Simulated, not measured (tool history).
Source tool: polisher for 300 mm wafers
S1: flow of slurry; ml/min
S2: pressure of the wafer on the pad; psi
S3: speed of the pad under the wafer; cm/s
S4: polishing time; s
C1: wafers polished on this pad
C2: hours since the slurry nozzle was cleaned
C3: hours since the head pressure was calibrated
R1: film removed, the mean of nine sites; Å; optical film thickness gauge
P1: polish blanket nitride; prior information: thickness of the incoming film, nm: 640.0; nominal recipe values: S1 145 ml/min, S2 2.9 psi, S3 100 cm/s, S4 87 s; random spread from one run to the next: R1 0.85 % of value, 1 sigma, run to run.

run,hour,S1,S2,S3,S4,C1,C2,C3,R1
1,2.1,145,2.9,100,87,162,122.5,136.7,1375.90
2,4.7,225,2.9,100,87,180,125.1,139.3,1462.10
3,7.1,145,2.9,154,87,196,127.5,141.7,1968.70
4,9.8,145,4.3,100,87,215,130.2,144.4,2045.80
5,13.2,145,2.9,44,87,238,133.6,147.8,711.55
6,16.1,145,2.9,100,87,257,136.5,150.7,1392.80
7,19.4,145,2.9,100,87,280,139.8,154.0,1375.60
8,23.3,145,2.9,100,121,306,143.7,157.9,1954.60
9,25.9,145,1.4,100,87,324,146.3,160.5,668.89
10,28.8,145,2.9,100,87,343,149.2,163.4,1377.80
11,32.5,145,2.9,100,87,368,152.9,167.1,1371.60
12,35.5,145,4.0,74,87,389,155.9,170.1,1492.20
13,37.6,145,2.9,100,87,403,158.0,172.2,1398.60
14,41.3,145,2.9,100,48,428,161.7,175.9,773.01
15,43.7,95,2.9,100,87,444,164.1,178.3,1261.00
16,47.5,190,4.1,100,87,470,167.9,182.1,2074.60
17,51.3,145,2.9,100,87,496,171.7,185.9,1380.10
18,53.3,145,2.9,100,87,509,173.7,187.9,1355.90
19,56.2,145,2.9,100,87,529,176.6,190.8,1325.60
20,59.7,145,2.9,100,87,553,180.1,194.3,1288.30
21,64.0,145,2.9,100,87,582,184.4,198.6,1251.60
# hour 65.7: head pressure recalibrated
22,66.4,145,2.9,100,87,598,186.8,0.8,1270.00
23,70.4,145,2.9,100,87,625,190.8,4.8,1277.40
24,73.4,145,2.9,100,87,646,193.8,7.8,1262.80

P1 no longer gives what it gave before; its output has crept away from where it was. The following 2 causes, each at its listed size, fit the log equally well:
A: removal rate lost through wear of the pad, % = 9.56
B: slurry flow missing at the pad, % = 36.5
Creep in the process output first set in at about hour 51.3.
Every other cause this tool's parts could produce, and why it does not fit the log:
head's pressure below its setpoint, %: serviced at hour 65.7, after the drift had started, without restoring the earlier output

Of the 4 check runs below, each run on 5 wafers with the results averaged and each result still a question mark, which one would tell the listed causes apart?
check 1,76.4,145,1.6,100,55,,,,?
check 2,76.4,220,2.9,140,87,,,,?
check 3,76.4,145,2.9,134,87,,,,?
check 4,76.4,145,2.9,70,120,,,,?

Outcome of each check run for each possible cause:
check,result,if A,if B
check 1,R1,438.09,438.05
check 2,R1,1748.90,1805.50
check 3,R1,1587.40,1587.20
check 4,R1,1302.40,1302.30
Per check, the gap between the least separated pair of causes, taken in the result that splits them most: check 1 0.01 %; check 2 3.18 %; check 3 0.01 %; check 4 0.01 %
Only check 2 tells the causes apart: in the others they would give nearly the same result.

The results of check 2 are: R1 1739.40 Å. Based on these, which of the listed causes is it?

The cause is A: removal rate lost through wear of the pad, %.
